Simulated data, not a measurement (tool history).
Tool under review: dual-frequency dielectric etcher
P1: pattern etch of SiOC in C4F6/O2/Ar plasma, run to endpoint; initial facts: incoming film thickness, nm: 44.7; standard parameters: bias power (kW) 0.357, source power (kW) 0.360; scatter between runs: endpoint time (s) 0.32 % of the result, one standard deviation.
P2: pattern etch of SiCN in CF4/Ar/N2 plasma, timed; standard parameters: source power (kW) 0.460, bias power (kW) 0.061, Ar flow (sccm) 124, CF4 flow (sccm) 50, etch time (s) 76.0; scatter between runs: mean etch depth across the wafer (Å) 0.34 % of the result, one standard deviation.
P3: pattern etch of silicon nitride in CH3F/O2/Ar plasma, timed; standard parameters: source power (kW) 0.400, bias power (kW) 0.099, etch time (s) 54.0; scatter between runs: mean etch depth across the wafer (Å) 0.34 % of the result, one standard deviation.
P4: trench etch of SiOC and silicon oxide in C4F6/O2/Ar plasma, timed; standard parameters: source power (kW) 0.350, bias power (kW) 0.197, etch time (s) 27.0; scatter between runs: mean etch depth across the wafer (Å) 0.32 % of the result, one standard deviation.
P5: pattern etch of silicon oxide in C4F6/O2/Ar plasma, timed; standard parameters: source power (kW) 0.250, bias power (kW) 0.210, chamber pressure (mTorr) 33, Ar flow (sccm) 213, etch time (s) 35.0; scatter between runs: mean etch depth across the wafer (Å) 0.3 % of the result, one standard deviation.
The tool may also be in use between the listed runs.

run   hour  process that ran  bias power (kW)  source power (kW)  Ar flow (sccm)  CF4 flow (sccm)  etch time (s)  chamber pressure (mTorr)  endpoint time (s)  mean etch depth across the wafer (Å)
  1   11.7                P1            0.357              0.360                                                                                       17.911
  2   26.4                P2            0.061              0.460             166               50           76.0                                                                             542.52
  3   37.6                P4            0.197              0.350                                            27.0                                                                             514.53
  4   50.5                P2            0.061              0.460             124               50           76.0                                                                             576.27
  5   58.8                P3            0.099              0.540                                            54.0                                                                             469.56
  6   68.4                P3            0.130              0.400                                            54.0                                                                             464.51
  7   80.8                P2            0.061              0.460             124               37           76.0                                                                             541.89
  8   89.4                P5            0.210              0.180             213                            35.0                        33                                                   875.96
  9  103.9                P2            0.061              0.460             124               50           42.0                                                                             314.95
 10  115.9                P5            0.210              0.250             165                            35.0                        33                                                  1017.60
 11  128.8                P5            0.210              0.250             213                            35.0                        33                                                   993.70
 12  139.6                P4            0.127              0.350                                            27.0                                                                             447.30
 13  154.1                P5            0.148              0.250             213                            35.0                        33                                                   884.49
 14  168.4                P3            0.099              0.400                                            54.0                                                                             416.99
 15  177.3                P1            0.283              0.360                                                                                       19.400
 16  187.9                P2            0.085              0.460             124               50           76.0                                                                             653.01
 17  201.7                P1            0.268              0.290                                                                                       21.407
 18  209.3                P4            0.197              0.350                                            27.0                                                                             510.15
 19  225.0                P1            0.357              0.360                                                                                       17.869
 20  241.5                P1            0.435              0.360                                                                                       16.652
 21  249.9                P4            0.197              0.420                                            27.0                                                                             548.71
 22  265.5                P3            0.099              0.400                                            77.5                                                                             598.79
 23  274.1                P1            0.357              0.360                                                                                       17.823
 24  290.8                P5            0.210              0.250             213                            35.0                        40                                                   966.24
 25  305.0                P1            0.357              0.360                                                                                       17.848
 26  319.8                P3            0.099              0.400                                            54.0                                                                             418.27
 27  331.3                P5            0.210              0.250             213                            23.5                        33                                                   663.52
 28  340.6                P1            0.418              0.240                                                                                       19.782
 29  348.1                P2            0.061              0.550             124               50           76.0                                                                             667.81
 30  358.3                P1            0.357              0.260                                                                                       20.171
 31  372.3                P4            0.197              0.350                                            35.0                                                                             669.33
 32  387.5                P1            0.357              0.450                                                                                       16.460
 33  400.7                P1            0.357              0.360                                                                                       17.770
 34  409.9                P1            0.357              0.360                                                                                       17.978
 35  418.3                P1            0.357              0.360                                                                                       18.038
 36  428.9                P1            0.357              0.360                                                                                       18.040
 37  443.5                P1            0.357              0.360                                                                                       18.127
     459.7  -- wet clean of the chamber
 38  459.8                P1            0.357              0.360                                                                                       18.036
 39  470.4                P1            0.357              0.360                                                                                       18.131
 40  483.0                P1            0.357              0.360                                                                                       18.029
 41  497.8                P1            0.357              0.360                                                                                       18.197
 42  514.4                P1            0.357              0.360                                                                                       18.236
 43  526.9                P1            0.357              0.360                                                                                       18.127
 44  539.5                P1            0.357              0.360                                                                                       18.221

The log shows P1 creeping away from where it was. Any of the 2 causes listed here, at the size stated for it, fits the log just as well as the others:
A: source power that arrives under what is set, % = 4.58
B: bias power that arrives under what is set, % = 4.82
The gradual shift began around hour 400.7.
Each remaining cause and why it is not a fit:
chamber walls in a state that lowers the etch rate, %: maintenance at hour 459.7, after the shift began, did not return the process to its former output

Each of the check runs listed below is run on 2 wafers and reports their average, with the results left as question marks. Pick the one under which the possible causes would lead to clearly different results.
check 1  552.1                P5            0.210              0.250             213                            35.0                        33                                                        ?
check 2  552.1                P2            0.061              0.460             124               50           76.0                                                                                  ?
check 3  552.1                P4            0.197              0.350                                            27.0                                                                                  ?
check 4  552.1                P3            0.099              0.400                                            54.0                                                                                  ?

Expected result of each check under each candidate cause:
  check                                result    if A    if B
check 1  mean etch depth across the wafer (Å)  971.63  972.94
check 2  mean etch depth across the wafer (Å)  550.04  562.73
check 3  mean etch depth across the wafer (Å)  503.29  504.34
check 4  mean etch depth across the wafer (Å)  410.93  410.70
How far apart the two closest causes lie, in the result that separates them most: check 1 0.13 %; check 2 2.28 %; check 3 0.21 %; check 4 0.06 %
Check 2 is the one run that separates the causes; every other check would come out nearly the same whichever cause is at work.

Check 2 has now been run. It gave: mean etch depth across the wafer (Å) 564.57. Which of the candidate causes is it?

B is the cause: bias power that arrives under what is set, %.
